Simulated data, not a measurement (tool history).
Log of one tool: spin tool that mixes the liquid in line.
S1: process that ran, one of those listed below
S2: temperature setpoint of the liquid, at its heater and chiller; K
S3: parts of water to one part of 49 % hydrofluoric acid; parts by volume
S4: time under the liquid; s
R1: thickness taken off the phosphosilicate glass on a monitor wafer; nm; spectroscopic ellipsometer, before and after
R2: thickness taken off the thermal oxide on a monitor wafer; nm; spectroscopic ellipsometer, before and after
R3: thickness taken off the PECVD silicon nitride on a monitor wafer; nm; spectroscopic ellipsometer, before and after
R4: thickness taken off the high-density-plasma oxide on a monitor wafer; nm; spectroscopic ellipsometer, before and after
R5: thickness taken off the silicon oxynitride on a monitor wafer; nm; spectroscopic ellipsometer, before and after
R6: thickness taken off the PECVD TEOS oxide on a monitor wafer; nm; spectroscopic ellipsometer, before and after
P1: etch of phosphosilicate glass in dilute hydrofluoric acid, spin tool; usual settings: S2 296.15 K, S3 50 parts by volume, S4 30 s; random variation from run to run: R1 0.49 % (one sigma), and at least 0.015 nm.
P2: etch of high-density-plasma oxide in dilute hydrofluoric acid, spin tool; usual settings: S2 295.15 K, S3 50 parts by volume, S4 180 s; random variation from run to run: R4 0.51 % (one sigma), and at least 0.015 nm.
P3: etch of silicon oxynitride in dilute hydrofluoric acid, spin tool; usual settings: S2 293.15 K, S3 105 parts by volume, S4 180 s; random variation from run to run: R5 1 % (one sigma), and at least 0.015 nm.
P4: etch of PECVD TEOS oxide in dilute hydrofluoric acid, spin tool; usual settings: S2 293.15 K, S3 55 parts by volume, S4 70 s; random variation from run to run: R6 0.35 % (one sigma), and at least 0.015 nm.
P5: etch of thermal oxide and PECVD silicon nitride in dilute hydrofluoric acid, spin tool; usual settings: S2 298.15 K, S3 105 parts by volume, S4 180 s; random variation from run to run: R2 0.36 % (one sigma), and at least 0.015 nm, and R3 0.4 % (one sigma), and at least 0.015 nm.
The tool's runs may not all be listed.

run,hour,S1,S2,S3,S4,R1,R2,R3,R4,R5,R6
1,8.9,P1,296.15,50,30,114.02,,,,,
2,17,P1,296.15,50,30,115.08,,,,,
3,24.1,P5,306.15,105,180,,10.793,13.671,,,
4,31.8,P1,296.15,50,30,115.69,,,,,
5,44.9,P2,295.15,50,180,,,,25.063,,
6,56.5,P3,298.15,105,180,,,,,3.2076,
7,67.9,P5,298.15,105,180,,7.9609,8.2033,,,
8,81.6,P3,293.15,105,45,,,,,0.65318,
9,90.2,P4,293.15,55,40,,,,,,13.986
10,100.3,P1,290.65,50,50,151.08,,,,,
11,107.6,P2,295.15,50,15,,,,2.0559,,
12,118.4,P4,293.15,55,70,,,,,,24.378
13,129.4,P2,295.15,20,180,,,,65.026,,
14,141.6,P3,293.15,105,180,,,,,2.5043,
15,155.5,P3,293.15,65,180,,,,,4.2539,
16,164.2,P4,293.15,55,70,,,,,,24.509
17,173.5,P1,296.15,75,30,74.454,,,,,
18,180.8,P1,296.15,50,60,229.84,,,,,
19,196.7,P4,293.15,85,70,,,,,,15.383
20,206.9,P1,296.15,50,30,114.81,,,,,
21,221.9,P1,300.65,50,30,137.97,,,,,
22,233.9,P1,292.15,50,30,97.283,,,,,
23,242.9,P5,298.15,145,180,,5.4709,5.9163,,,
24,255.5,P1,296.15,50,15,57.231,,,,,
25,268.5,P1,296.15,20,30,298.53,,,,,
26,284.4,P2,302.15,50,180,,,,33.331,,
27,291.7,P1,296.15,50,30,115.04,,,,,
28,300.6,P3,293.15,105,180,,,,,2.5626,
29,308.1,P4,298.15,55,70,,,,,,30.165
30,322.5,P5,298.15,105,30,,1.329,1.3886,,,
31,335,P1,301.15,85,30,78.691,,,,,
32,349,P1,296.15,50,30,114.6,,,,,
33,362.2,P1,296.15,50,30,119.75,,,,,
34,370.9,P1,296.15,50,30,123.13,,,,,
35,383.5,P1,296.15,50,30,124.21,,,,,
36,397.4,P1,296.15,50,30,125.37,,,,,

Run 37 comes next. What will it give?
37,409.1,P1,296.15,50,30,?,,,,,

{"run 37": {"R1": 124.62}}
